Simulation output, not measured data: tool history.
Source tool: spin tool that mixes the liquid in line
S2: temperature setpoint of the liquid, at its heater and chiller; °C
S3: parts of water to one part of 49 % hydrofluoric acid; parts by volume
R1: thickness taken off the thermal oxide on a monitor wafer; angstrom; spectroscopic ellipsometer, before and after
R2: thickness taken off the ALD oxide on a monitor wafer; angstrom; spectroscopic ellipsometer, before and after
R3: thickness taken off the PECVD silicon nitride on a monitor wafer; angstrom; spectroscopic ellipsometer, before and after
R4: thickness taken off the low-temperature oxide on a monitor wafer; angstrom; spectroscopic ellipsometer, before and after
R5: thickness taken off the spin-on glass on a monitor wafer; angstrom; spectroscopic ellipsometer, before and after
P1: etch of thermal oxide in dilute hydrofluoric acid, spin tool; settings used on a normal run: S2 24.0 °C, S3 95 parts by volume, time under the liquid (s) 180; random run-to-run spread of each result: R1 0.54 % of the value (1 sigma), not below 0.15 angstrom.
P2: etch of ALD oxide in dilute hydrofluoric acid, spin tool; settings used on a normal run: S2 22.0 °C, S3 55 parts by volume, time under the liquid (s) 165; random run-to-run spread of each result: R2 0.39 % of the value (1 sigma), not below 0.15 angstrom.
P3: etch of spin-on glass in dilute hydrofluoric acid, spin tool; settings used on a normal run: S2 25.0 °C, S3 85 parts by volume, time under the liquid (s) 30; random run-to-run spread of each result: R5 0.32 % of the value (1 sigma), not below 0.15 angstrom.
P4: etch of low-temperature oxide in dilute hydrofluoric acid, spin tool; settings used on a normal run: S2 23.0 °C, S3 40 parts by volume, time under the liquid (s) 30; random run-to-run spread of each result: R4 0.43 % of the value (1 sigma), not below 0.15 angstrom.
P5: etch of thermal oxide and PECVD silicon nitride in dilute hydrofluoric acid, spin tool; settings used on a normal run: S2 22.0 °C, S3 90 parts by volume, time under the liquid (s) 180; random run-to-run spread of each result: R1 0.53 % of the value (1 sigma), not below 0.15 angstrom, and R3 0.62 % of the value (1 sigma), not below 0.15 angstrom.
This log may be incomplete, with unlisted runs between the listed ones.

Run 1, hour 12.0: process that ran P1, S2 24.0 °C, S3 95 parts by volume, time under the liquid (s) 180. Result: R1 89.7140 angstrom.
Run 2, hour 22.5: process that ran P2, S2 22.0 °C, S3 55 parts by volume, time under the liquid (s) 50. Result: R2 118.23 angstrom.
Run 3, hour 34.3: process that ran P5, S2 22.0 °C, S3 20 parts by volume, time under the liquid (s) 180. Result: R1 440.8300 angstrom, R3 231.920 angstrom.
Run 4, hour 41.6: process that ran P1, S2 24.0 °C, S3 60 parts by volume, time under the liquid (s) 180. Result: R1 148.4200 angstrom.
Run 5, hour 49.4: process that ran P1, S2 24.0 °C, S3 95 parts by volume, time under the liquid (s) 180. Result: R1 89.4370 angstrom.
Run 6, hour 59.6: process that ran P5, S2 22.0 °C, S3 90 parts by volume, time under the liquid (s) 180. Result: R1 90.0510 angstrom, R3 55.091 angstrom.
Run 7, hour 70.3: process that ran P4, S2 23.0 °C, S3 40 parts by volume, time under the liquid (s) 30. Result: R4 96.675 angstrom.
Run 8, hour 83.5: process that ran P2, S2 22.0 °C, S3 55 parts by volume, time under the liquid (s) 165. Result: R2 387.74 angstrom.
Run 9, hour 94.7: process that ran P1, S2 24.0 °C, S3 95 parts by volume, time under the liquid (s) 180. Result: R1 90.6020 angstrom.
Run 10, hour 106.0: process that ran P3, S2 20.5 °C, S3 85 parts by volume, time under the liquid (s) 30. Result: R5 113.49 angstrom.
Run 11, hour 116.8: process that ran P1, S2 24.0 °C, S3 95 parts by volume, time under the liquid (s) 15. Result: R1 7.5136 angstrom.
Run 12, hour 123.8: process that ran P1, S2 28.0 °C, S3 140 parts by volume, time under the liquid (s) 180. Result: R1 67.4760 angstrom.
Run 13, hour 131.3: process that ran P5, S2 22.0 °C, S3 90 parts by volume, time under the liquid (s) 180. Result: R1 89.8960 angstrom, R3 55.258 angstrom.
Run 14, hour 137.9: process that ran P1, S2 24.0 °C, S3 130 parts by volume, time under the liquid (s) 180. Result: R1 62.1770 angstrom.
Run 15, hour 151.3: process that ran P4, S2 23.0 °C, S3 40 parts by volume, time under the liquid (s) 55. Result: R4 178.270 angstrom.
Run 16, hour 165.1: process that ran P1, S2 31.0 °C, S3 95 parts by volume, time under the liquid (s) 180. Result: R1 116.8800 angstrom.
Run 17, hour 173.1: process that ran P3, S2 25.0 °C, S3 85 parts by volume, time under the liquid (s) 30. Result: R5 136.09 angstrom.
Run 18, hour 182.6: process that ran P3, S2 25.0 °C, S3 150 parts by volume, time under the liquid (s) 30. Result: R5 70.78 angstrom.
Run 19, hour 191.7: process that ran P3, S2 25.0 °C, S3 85 parts by volume, time under the liquid (s) 30. Result: R5 135.54 angstrom.
Run 20, hour 200.7: process that ran P5, S2 30.0 °C, S3 90 parts by volume, time under the liquid (s) 180. Result: R1 124.5500 angstrom, R3 93.167 angstrom.
Run 21, hour 212.0: process that ran P1, S2 20.0 °C, S3 95 parts by volume, time under the liquid (s) 300. Result: R1 127.7200 angstrom.
Run 22, hour 223.1: process that ran P2, S2 22.0 °C, S3 80 parts by volume, time under the liquid (s) 165. Result: R2 259.21 angstrom.
Run 23, hour 232.8: process that ran P1, S2 17.5 °C, S3 95 parts by volume, time under the liquid (s) 180. Result: R1 68.0350 angstrom.
Run 24, hour 241.2: process that ran P1, S2 24.0 °C, S3 95 parts by volume, time under the liquid (s) 320. Result: R1 159.0000 angstrom.
Run 25, hour 254.1: process that ran P4, S2 28.5 °C, S3 40 parts by volume, time under the liquid (s) 30. Result: R4 122.900 angstrom.
Run 26, hour 267.7: process that ran P1, S2 29.5 °C, S3 50 parts by volume, time under the liquid (s) 180. Result: R1 226.4600 angstrom.
Run 27, hour 276.3: process that ran P4, S2 23.0 °C, S3 40 parts by volume, time under the liquid (s) 30. Result: R4 97.164 angstrom.
Run 28, hour 284.4: process that ran P3, S2 25.0 °C, S3 85 parts by volume, time under the liquid (s) 65. Result: R5 294.43 angstrom.
Run 29, hour 297.5: process that ran P4, S2 23.0 °C, S3 20 parts by volume, time under the liquid (s) 30. Result: R4 199.210 angstrom.
Run 30, hour 308.8: process that ran P2, S2 17.0 °C, S3 55 parts by volume, time under the liquid (s) 165. Result: R2 313.69 angstrom.
Run 31, hour 316.7: process that ran P1, S2 24.0 °C, S3 95 parts by volume, time under the liquid (s) 180. Result: R1 89.3670 angstrom.
Run 32, hour 330.9: process that ran P2, S2 22.0 °C, S3 55 parts by volume, time under the liquid (s) 165. Result: R2 390.39 angstrom.
Run 33, hour 342.6: process that ran P5, S2 22.0 °C, S3 90 parts by volume, time under the liquid (s) 285. Result: R1 143.8100 angstrom, R3 86.581 angstrom.
Run 34, hour 350.6: process that ran P1, S2 24.0 °C, S3 95 parts by volume, time under the liquid (s) 180. Result: R1 89.6690 angstrom.
Run 35, hour 357.6: process that ran P1, S2 24.0 °C, S3 95 parts by volume, time under the liquid (s) 180. Result: R1 89.8980 angstrom.
Run 36, hour 371.9: process that ran P1, S2 24.0 °C, S3 95 parts by volume, time under the liquid (s) 180. Result: R1 92.5090 angstrom.
Run 37, hour 382.9: process that ran P1, S2 24.0 °C, S3 95 parts by volume, time under the liquid (s) 180. Result: R1 92.4480 angstrom.

The next listed run, before its measurement:
Run 38, hour 392.8: process that ran P1, S2 24.0 °C, S3 95 parts by volume, time under the liquid (s) 180. Result: R1 ?.

R1: 94.1220 angstrom
